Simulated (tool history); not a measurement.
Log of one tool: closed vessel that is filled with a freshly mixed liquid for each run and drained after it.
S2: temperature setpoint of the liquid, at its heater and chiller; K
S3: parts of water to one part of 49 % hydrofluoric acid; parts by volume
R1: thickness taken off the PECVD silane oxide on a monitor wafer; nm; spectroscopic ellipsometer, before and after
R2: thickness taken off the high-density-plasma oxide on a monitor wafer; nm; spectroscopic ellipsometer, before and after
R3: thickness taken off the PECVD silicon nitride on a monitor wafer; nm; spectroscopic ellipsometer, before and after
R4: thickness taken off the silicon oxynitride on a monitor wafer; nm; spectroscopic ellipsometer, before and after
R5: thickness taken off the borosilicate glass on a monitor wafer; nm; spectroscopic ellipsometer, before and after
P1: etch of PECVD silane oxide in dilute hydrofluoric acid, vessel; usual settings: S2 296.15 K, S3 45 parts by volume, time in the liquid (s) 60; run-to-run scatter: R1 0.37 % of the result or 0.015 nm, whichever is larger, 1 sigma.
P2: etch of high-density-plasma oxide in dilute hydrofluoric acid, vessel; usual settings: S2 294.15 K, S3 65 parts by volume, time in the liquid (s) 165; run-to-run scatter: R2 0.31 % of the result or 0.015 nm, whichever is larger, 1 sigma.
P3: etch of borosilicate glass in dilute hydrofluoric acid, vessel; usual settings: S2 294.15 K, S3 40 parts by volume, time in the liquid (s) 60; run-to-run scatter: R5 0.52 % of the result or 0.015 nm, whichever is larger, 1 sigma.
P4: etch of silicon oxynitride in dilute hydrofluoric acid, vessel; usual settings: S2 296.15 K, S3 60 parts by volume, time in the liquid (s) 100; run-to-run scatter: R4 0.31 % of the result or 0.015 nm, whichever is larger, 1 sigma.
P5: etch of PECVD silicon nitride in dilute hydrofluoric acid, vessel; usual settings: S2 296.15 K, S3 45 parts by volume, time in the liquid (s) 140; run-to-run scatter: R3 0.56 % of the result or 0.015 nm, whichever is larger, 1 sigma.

Run 1, hour 8.6: process that ran P1, S2 296.15 K, S3 45 parts by volume, time in the liquid (s) 60. Result: R1 29.735 nm.
Run 2, hour 16: process that ran P1, S2 296.15 K, S3 45 parts by volume, time in the liquid (s) 60. Result: R1 29.898 nm.
Run 3, hour 20.9: process that ran P2, S2 294.15 K, S3 65 parts by volume, time in the liquid (s) 275. Result: R2 24.801 nm.
Run 4, hour 25.6: process that ran P1, S2 296.15 K, S3 45 parts by volume, time in the liquid (s) 30. Result: R1 14.847 nm.
Run 5, hour 31.8: process that ran P5, S2 296.15 K, S3 45 parts by volume, time in the liquid (s) 60. Result: R3 6.5141 nm.
Run 6, hour 37: process that ran P1, S2 296.15 K, S3 45 parts by volume, time in the liquid (s) 95. Result: R1 46.959 nm.
Run 7, hour 45.1: process that ran P1, S2 296.15 K, S3 75 parts by volume, time in the liquid (s) 60. Result: R1 17.185 nm.
Run 8, hour 49.7: process that ran P5, S2 296.15 K, S3 45 parts by volume, time in the liquid (s) 140. Result: R3 15.029 nm.
Run 9, hour 57.3: process that ran P1, S2 296.15 K, S3 30 parts by volume, time in the liquid (s) 60. Result: R1 45.49 nm.
Run 10, hour 62.4: process that ran P4, S2 296.15 K, S3 95 parts by volume, time in the liquid (s) 100. Result: R4 4.8927 nm.
Run 11, hour 68.8: process that ran P1, S2 296.15 K, S3 45 parts by volume, time in the liquid (s) 60. Result: R1 29.921 nm.
Run 12, hour 75.2: process that ran P1, S2 296.15 K, S3 45 parts by volume, time in the liquid (s) 60. Result: R1 29.654 nm.
Run 13, hour 80.8: process that ran P1, S2 304.15 K, S3 45 parts by volume, time in the liquid (s) 60. Result: R1 40.894 nm.
Run 14, hour 87.7: process that ran P3, S2 294.15 K, S3 40 parts by volume, time in the liquid (s) 30. Result: R5 23.021 nm.
Run 15, hour 93.6: process that ran P5, S2 304.15 K, S3 45 parts by volume, time in the liquid (s) 140. Result: R3 25.648 nm.
Run 16, hour 99: process that ran P1, S2 290.15 K, S3 30 parts by volume, time in the liquid (s) 60. Result: R1 35.309 nm.
Run 17, hour 107.1: process that ran P4, S2 296.15 K, S3 60 parts by volume, time in the liquid (s) 100. Result: R4 7.9311 nm.
Run 18, hour 112.7: process that ran P3, S2 294.15 K, S3 65 parts by volume, time in the liquid (s) 60. Result: R5 27.323 nm.
Run 19, hour 120.4: process that ran P2, S2 294.15 K, S3 65 parts by volume, time in the liquid (s) 165. Result: R2 14.973 nm.
Run 20, hour 128.2: process that ran P3, S2 290.15 K, S3 40 parts by volume, time in the liquid (s) 60. Result: R5 38.132 nm.
Run 21, hour 134.8: process that ran P4, S2 302.65 K, S3 60 parts by volume, time in the liquid (s) 100. Result: R4 10.859 nm.
Run 22, hour 142.5: process that ran P1, S2 290.65 K, S3 45 parts by volume, time in the liquid (s) 60. Result: R1 23.482 nm.
Run 23, hour 146.8: process that ran P2, S2 294.15 K, S3 40 parts by volume, time in the liquid (s) 165. Result: R2 24.961 nm.
Run 24, hour 153: process that ran P2, S2 290.15 K, S3 65 parts by volume, time in the liquid (s) 165. Result: R2 12.561 nm.
Run 25, hour 157.5: process that ran P4, S2 296.15 K, S3 60 parts by volume, time in the liquid (s) 100. Result: R4 7.9584 nm.
Run 26, hour 162: process that ran P4, S2 296.15 K, S3 60 parts by volume, time in the liquid (s) 30. Result: R4 2.3858 nm.
Run 27, hour 169.5: process that ran P3, S2 294.15 K, S3 40 parts by volume, time in the liquid (s) 60. Result: R5 45.388 nm.
Run 28, hour 175.4: process that ran P2, S2 294.15 K, S3 65 parts by volume, time in the liquid (s) 165. Result: R2 14.952 nm.
Run 29, hour 183.7: process that ran P5, S2 296.15 K, S3 20 parts by volume, time in the liquid (s) 140. Result: R3 33.274 nm.
Run 30, hour 188.4: process that ran P1, S2 296.15 K, S3 45 parts by volume, time in the liquid (s) 60. Result: R1 29.707 nm.
Run 31, hour 193.2: process that ran P1, S2 296.15 K, S3 45 parts by volume, time in the liquid (s) 60. Result: R1 30.315 nm.
Run 32, hour 199.9: process that ran P1, S2 296.15 K, S3 45 parts by volume, time in the liquid (s) 60. Result: R1 31.181 nm.
Run 33, hour 205.1: process that ran P1, S2 296.15 K, S3 45 parts by volume, time in the liquid (s) 60. Result: R1 31.123 nm.
Run 34, hour 210.7: process that ran P1, S2 296.15 K, S3 45 parts by volume, time in the liquid (s) 60. Result: R1 31.421 nm.
Run 35, hour 216.4: process that ran P1, S2 296.15 K, S3 45 parts by volume, time in the liquid (s) 60. Result: R1 31.568 nm.
Run 36, hour 221.9: process that ran P1, S2 296.15 K, S3 45 parts by volume, time in the liquid (s) 60. Result: R1 31.525 nm.
Run 37, hour 231.1: process that ran P1, S2 296.15 K, S3 45 parts by volume, time in the liquid (s) 60. Result: R1 31.572 nm.

What P1 gives has crept away from where it was. These 2 causes fit the log equally well, each at the size given:
A: liquid hotter than its thermometer reads (K) = 1.46
B: hydrofluoric acid flow above the setpoint (%) = 5.85
The creep began at about hour 188.4.

4 check runs are offered, one wafer each, their results left as question marks. Which one tells the causes apart?
Run check 1, hour 240.3: process that ran P3, S2 290.15 K, S3 40 parts by volume, time in the liquid (s) 60. Result: R5 ?.
Run check 2, hour 240.3: process that ran P4, S2 296.15 K, S3 80 parts by volume, time in the liquid (s) 100. Result: R4 ?.
Run check 3, hour 240.3: process that ran P2, S2 294.15 K, S3 45 parts by volume, time in the liquid (s) 270. Result: R2 ?.
Run check 4, hour 240.3: process that ran P5, S2 296.15 K, S3 20 parts by volume, time in the liquid (s) 140. Result: R3 ?.

What each check would give under each cause:
  check  result    if A    if B
check 1      R5  40.929  40.756
check 2      R4  6.2906  6.2307
check 3      R2  38.428  38.374
check 4      R3  36.728  35.076
How far apart the two closest causes lie, in the result that separates them most: check 1 0.42 %; check 2 0.96 %; check 3 0.14 %; check 4 4.6 %
Check 4 tells the causes apart: in the others they would give nearly the same result.

Then check 4 was run and gave: R3 36.587 nm. Which cause is it?

It is A: liquid hotter than its thermometer reads (K).
